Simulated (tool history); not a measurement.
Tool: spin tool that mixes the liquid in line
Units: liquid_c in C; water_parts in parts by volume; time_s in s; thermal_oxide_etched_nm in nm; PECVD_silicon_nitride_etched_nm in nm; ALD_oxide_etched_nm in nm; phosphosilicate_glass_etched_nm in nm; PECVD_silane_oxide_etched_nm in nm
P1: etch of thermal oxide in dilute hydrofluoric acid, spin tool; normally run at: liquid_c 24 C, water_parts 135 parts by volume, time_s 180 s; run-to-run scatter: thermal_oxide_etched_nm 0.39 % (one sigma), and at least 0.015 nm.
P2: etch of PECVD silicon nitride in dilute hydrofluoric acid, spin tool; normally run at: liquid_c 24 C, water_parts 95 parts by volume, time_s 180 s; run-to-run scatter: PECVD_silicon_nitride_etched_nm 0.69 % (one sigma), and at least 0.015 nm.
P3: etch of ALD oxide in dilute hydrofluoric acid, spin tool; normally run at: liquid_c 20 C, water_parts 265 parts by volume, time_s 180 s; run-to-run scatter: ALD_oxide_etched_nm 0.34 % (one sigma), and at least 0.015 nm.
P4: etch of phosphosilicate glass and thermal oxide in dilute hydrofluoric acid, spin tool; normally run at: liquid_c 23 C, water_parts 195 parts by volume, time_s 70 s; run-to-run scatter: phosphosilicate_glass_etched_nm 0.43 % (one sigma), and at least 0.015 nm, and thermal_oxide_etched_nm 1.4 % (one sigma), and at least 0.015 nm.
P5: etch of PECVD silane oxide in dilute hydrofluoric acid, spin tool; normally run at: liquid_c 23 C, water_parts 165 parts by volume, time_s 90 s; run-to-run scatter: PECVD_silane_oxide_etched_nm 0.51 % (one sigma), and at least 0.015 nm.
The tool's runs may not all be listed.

run,day,process,liquid_c,water_parts,time_s,hours since the thermometer was replaced,hours since the hydrofluoric acid flow meter was replaced,thermal_oxide_etched_nm,PECVD_silicon_nitride_etched_nm,ALD_oxide_etched_nm,phosphosilicate_glass_etched_nm,PECVD_silane_oxide_etched_nm
1,0.275,P1,24,135,180,455.7,839.6,6.0734,,,,
2,0.508,P1,24,135,180,461.3,845.2,6.0373,,,,
3,0.696,P2,24,95,30,465.8,849.7,,0.66796,,,
4,1.042,P1,24,135,180,474.1,858,6.1194,,,,
5,1.329,P1,24,240,180,481,864.9,3.0773,,,,
6,1.55,P3,20,385,180,486.3,870.2,,,4.0331,,
# day 1.679: hydrofluoric acid flow meter replaced
7,1.912,P3,20,265,180,495,5.6,,,6.5136,,
8,2.083,P2,24,95,180,499.1,9.7,,4.0102,,,
9,2.25,P4,23,30,70,503.1,13.7,11.636,,,199.67,
10,2.479,P5,23,165,140,508.6,19.2,,,,,16.638
11,2.792,P4,23,195,70,516.1,26.7,1.4946,,,25.028,
12,2.958,P1,24,135,15,520.1,30.7,0.50816,,,,
13,3.154,P2,24,180,180,524.8,35.4,,2.1169,,,
14,3.504,P5,23,245,90,533.2,43.8,,,,,6.6494
15,3.746,P5,17,165,90,539,49.6,,,,,8.5193
16,4.008,P2,24,95,180,545.3,55.9,,4.0671,,,
17,4.192,P1,24,135,180,549.7,60.3,6.092,,,,
18,4.396,P1,18.5,230,180,554.6,65.2,2.6175,,,,
19,4.621,P4,23,195,130,560,70.6,2.7714,,,46.803,
20,4.954,P1,24,55,180,568,78.6,16.461,,,,
21,5.171,P1,24,135,180,573.2,83.8,6.0528,,,,
22,5.458,P5,23,165,90,580.1,90.7,,,,,10.802
23,5.696,P3,20,265,290,585.8,96.4,,,10.551,,
24,6.012,P4,18.5,195,70,593.4,104,1.2772,,,21.202,

Forecast run 25:
25,6.354,P2,32,95,180,601.6,112.2,,?,,,

PECVD_silicon_nitride_etched_nm: 6.7443 nm
